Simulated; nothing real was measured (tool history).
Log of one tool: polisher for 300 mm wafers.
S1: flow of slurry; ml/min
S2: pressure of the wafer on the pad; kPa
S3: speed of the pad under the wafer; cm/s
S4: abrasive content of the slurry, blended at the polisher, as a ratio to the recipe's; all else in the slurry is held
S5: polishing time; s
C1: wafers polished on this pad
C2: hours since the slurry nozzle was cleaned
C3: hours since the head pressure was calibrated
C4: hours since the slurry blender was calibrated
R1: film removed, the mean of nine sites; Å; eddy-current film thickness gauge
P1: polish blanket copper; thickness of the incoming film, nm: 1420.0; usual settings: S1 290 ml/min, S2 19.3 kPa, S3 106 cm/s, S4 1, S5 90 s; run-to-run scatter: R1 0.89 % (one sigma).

run   hour   S1    S2   S3    S4   S5    C1     C2     C3     C4      R1
  1      9  290  19.3  106     1   90   551  395.4  640.4  153.2  3034.1
  2   19.1  290  19.3  148     1   90   671  405.5  650.5  163.3  4230.7
  3   25.5  290  19.3  106     1   90   747  411.9  656.9  169.7  3017.7
  4     40  290  19.3   48     1   90   919  426.4  671.4  184.2  1360.9
  5   54.2  290  19.3  106     1   90  1088  440.6  685.6  198.4  3037.3
  6   62.7  290  19.3  106     1   51  1188  449.1  694.1  206.9  1691.1
  7   69.4  290    11  106     1   90  1268  455.8  700.8  213.6  1729.8
  8   83.1  290  19.3  106     1  117  1430  469.5  714.5  227.3  3885.4
  9   94.5  290  19.3  106     1   90  1566  480.9  725.9  238.7  3036.8
 10  108.6  290  19.3  106     1   90  1733    495    740  252.8  3031.4
 11  122.1  290  19.3  106  0.55   90  1893  508.5  753.5  266.3  2632.7
 12  134.9  410  19.3  106     1   90  2045  521.3  766.3  279.1  3170.8
 13  142.9  290  19.3  106     1   90  2140  529.3  774.3  287.1  2994.2
 14  155.6  185  19.3  106     1  138  2291    542    787  299.8  4406.3
 15  164.1  390  19.3  106   0.8   90  2391  550.5  795.5  308.3  2955.8
 16  171.8  435  11.7  106     1   90  2483  558.2  803.2    316  1852.3
 17  185.5  290  19.3  106   1.5   90  2645  571.9  816.9  329.7  3244.4
 18  194.6  175  19.3  106     1   90  2753    581    826  338.8  2852.7
 19  204.1  290  27.6  106     1   90  2866  590.5  835.5  348.3  4346.1
 20  214.2  290  19.3  106     1   90  2986  600.6  845.6  358.4  2997.9
 21  226.8  290  19.3  106     1   90  3135  613.2  858.2    371  2926.4
 22  235.7  290  19.3  106     1   90  3241  622.1  867.1  379.9  2913.4
 23    248  290  19.3  106     1   90  3387  634.4  879.4  392.2  2916.5

Forecast run 24:
 24  260.9  290  19.3  106   1  90  3540  647.3  892.3  405.1   ?

Run 24 gave R1 2884.6 Å.
